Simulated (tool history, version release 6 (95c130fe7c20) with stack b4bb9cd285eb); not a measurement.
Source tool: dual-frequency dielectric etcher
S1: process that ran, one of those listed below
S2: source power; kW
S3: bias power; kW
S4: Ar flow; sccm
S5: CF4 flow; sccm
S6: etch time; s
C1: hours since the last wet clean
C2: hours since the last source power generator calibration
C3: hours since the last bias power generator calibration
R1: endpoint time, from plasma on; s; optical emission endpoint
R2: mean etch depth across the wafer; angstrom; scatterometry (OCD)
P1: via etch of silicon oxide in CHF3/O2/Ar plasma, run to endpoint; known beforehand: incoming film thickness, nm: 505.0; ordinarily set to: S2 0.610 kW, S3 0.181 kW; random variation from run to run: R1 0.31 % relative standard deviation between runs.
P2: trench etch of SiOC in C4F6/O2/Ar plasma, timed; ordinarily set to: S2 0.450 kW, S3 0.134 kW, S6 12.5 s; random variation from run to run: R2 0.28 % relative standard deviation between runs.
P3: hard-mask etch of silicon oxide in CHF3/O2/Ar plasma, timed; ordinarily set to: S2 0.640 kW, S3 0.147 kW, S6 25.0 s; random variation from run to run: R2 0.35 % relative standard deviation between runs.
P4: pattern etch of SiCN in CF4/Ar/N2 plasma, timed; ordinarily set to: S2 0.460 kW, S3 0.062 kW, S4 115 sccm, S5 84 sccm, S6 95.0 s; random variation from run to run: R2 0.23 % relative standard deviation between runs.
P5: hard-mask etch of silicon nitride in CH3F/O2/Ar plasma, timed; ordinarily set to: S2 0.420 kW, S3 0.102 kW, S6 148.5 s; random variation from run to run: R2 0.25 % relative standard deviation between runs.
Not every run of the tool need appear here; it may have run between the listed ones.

run,hour,S1,S2,S3,S4,S5,S6,C1,C2,C3,R1,R2
1,3.2,P1,0.610,0.181,,,,159.5,1524.4,1610.9,257.51,
2,8.0,P4,0.460,0.043,115,84,95.0,164.3,1529.2,1615.7,,705.05
3,12.3,P2,0.450,0.134,,,9.0,168.6,1533.5,1620.0,,182.05
4,15.1,P5,0.420,0.102,,,148.5,171.4,1536.3,1622.8,,1177.70
5,20.3,P1,0.790,0.181,,,,176.6,1541.5,1628.0,232.87,
6,25.2,P3,0.640,0.102,,,25.0,181.5,1546.4,1632.9,,416.43
7,28.7,P2,0.560,0.134,,,12.5,185.0,1549.9,1636.4,,276.77
8,31.4,P3,0.640,0.147,,,25.0,187.7,1552.6,1639.1,,465.42
9,34.4,P4,0.460,0.062,115,84,130.0,190.7,1555.6,1642.1,,1088.10
10,38.4,P1,0.720,0.148,,,,194.7,1559.6,1646.1,257.78,
11,41.4,P1,0.850,0.217,,,,197.7,1562.6,1649.1,213.87,
# hour 45.7: wet clean of the chamber
12,46.5,P3,0.640,0.147,,,33.0,0.8,1567.7,1654.2,,611.96
13,49.1,P2,0.450,0.134,,,12.5,3.4,1570.3,1656.8,,252.92
14,54.3,P1,0.610,0.181,,,,8.6,1575.5,1662.0,257.18,
15,59.0,P4,0.460,0.062,115,65,95.0,13.3,1580.2,1666.7,,761.55
16,62.4,P1,0.610,0.110,,,,16.7,1583.6,1670.1,300.79,
17,67.0,P3,0.640,0.147,,,25.0,21.3,1588.2,1674.7,,466.76
18,70.2,P1,0.610,0.181,,,,24.5,1591.4,1677.9,257.60,
19,72.9,P5,0.420,0.066,,,148.5,27.2,1594.1,1680.6,,1013.10
20,75.7,P2,0.450,0.096,,,12.5,30.0,1596.9,1683.4,,230.37

Run 21 comes next. What will it give?
21,79.9,P1,0.500,0.215,,,,34.2,1601.1,1687.6,?,

R1: 261.10 s
